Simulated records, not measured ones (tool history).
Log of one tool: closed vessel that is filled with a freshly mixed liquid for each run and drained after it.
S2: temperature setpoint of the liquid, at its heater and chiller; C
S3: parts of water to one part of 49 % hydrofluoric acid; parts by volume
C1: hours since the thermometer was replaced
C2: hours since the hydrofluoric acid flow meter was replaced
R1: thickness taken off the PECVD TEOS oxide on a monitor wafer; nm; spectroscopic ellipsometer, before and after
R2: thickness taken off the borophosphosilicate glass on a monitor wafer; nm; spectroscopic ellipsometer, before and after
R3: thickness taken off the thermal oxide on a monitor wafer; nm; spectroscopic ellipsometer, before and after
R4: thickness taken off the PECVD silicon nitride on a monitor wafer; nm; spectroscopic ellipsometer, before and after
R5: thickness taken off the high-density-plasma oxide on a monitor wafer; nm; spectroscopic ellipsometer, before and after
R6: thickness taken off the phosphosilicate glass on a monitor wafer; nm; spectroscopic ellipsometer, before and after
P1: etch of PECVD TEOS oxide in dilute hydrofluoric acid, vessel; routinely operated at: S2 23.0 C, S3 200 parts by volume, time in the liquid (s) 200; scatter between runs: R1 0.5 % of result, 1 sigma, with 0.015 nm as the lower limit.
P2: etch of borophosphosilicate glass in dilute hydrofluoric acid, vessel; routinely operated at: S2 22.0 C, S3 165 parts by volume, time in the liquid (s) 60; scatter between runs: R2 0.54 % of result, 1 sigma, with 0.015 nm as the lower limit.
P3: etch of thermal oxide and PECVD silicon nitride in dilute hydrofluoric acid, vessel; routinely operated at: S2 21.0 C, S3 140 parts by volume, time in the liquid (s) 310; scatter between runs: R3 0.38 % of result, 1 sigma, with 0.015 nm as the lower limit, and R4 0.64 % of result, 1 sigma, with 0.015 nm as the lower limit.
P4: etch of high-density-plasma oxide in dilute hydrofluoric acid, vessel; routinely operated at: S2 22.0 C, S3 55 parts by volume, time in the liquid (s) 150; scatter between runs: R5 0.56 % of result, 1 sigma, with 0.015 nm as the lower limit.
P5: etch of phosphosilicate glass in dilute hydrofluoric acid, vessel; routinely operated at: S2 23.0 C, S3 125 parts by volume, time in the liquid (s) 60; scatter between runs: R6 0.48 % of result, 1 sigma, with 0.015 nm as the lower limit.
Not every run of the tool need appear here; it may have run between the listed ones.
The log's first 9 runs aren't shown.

run 10 hour=93.2 | process_that_ran=P1 S2=23.0 S3=365 time_in_the_liquid_(s)=200 | C1=2308.6 C2=421.2 | R1=6.0888
run 11 hour=101.1 | process_that_ran=P3 S2=21.0 S3=140 time_in_the_liquid_(s)=310 | C1=2316.5 C2=429.1 | R3=8.3960 R4=3.1467
run 12 hour=110.4 | process_that_ran=P3 S2=21.0 S3=255 time_in_the_liquid_(s)=310 | C1=2325.8 C2=438.4 | R3=4.0527 R4=1.7614
run 13 hour=118.4 | process_that_ran=P5 S2=29.0 S3=125 time_in_the_liquid_(s)=60 | C1=2333.8 C2=446.4 | R6=77.921
run 14 hour=124.0 | process_that_ran=P5 S2=23.0 S3=125 time_in_the_liquid_(s)=115 | C1=2339.4 C2=452.0 | R6=117.450
run 15 hour=130.0 | process_that_ran=P3 S2=21.0 S3=140 time_in_the_liquid_(s)=585 | C1=2345.4 C2=458.0 | R3=15.8630 R4=5.9979
run 16 hour=135.7 | process_that_ran=P2 S2=27.5 S3=165 time_in_the_liquid_(s)=60 | C1=2351.1 C2=463.7 | R2=30.134
run 17 hour=143.7 | process_that_ran=P1 S2=23.0 S3=200 time_in_the_liquid_(s)=200 | C1=2359.1 C2=471.7 | R1=12.7830
run 18 hour=156.3 | process_that_ran=P2 S2=22.0 S3=165 time_in_the_liquid_(s)=60 | C1=2371.7 C2=484.3 | R2=24.834
run 19 hour=168.9 | process_that_ran=P1 S2=18.5 S3=200 time_in_the_liquid_(s)=200 | C1=2384.3 C2=496.9 | R1=10.8570
run 20 hour=178.3 | process_that_ran=P2 S2=22.0 S3=165 time_in_the_liquid_(s)=30 | C1=2393.7 C2=506.3 | R2=12.393
run 21 hour=185.8 | process_that_ran=P2 S2=22.0 S3=165 time_in_the_liquid_(s)=60 | C1=2401.2 C2=513.8 | R2=24.731

Expected results for the next run?
run 22 hour=198.4 | process_that_ran=P1 S2=23.0 S3=200 time_in_the_liquid_(s)=200 | C1=2413.8 C2=526.4 | R1=?

Run 22 came out at R1 12.9570 nm.
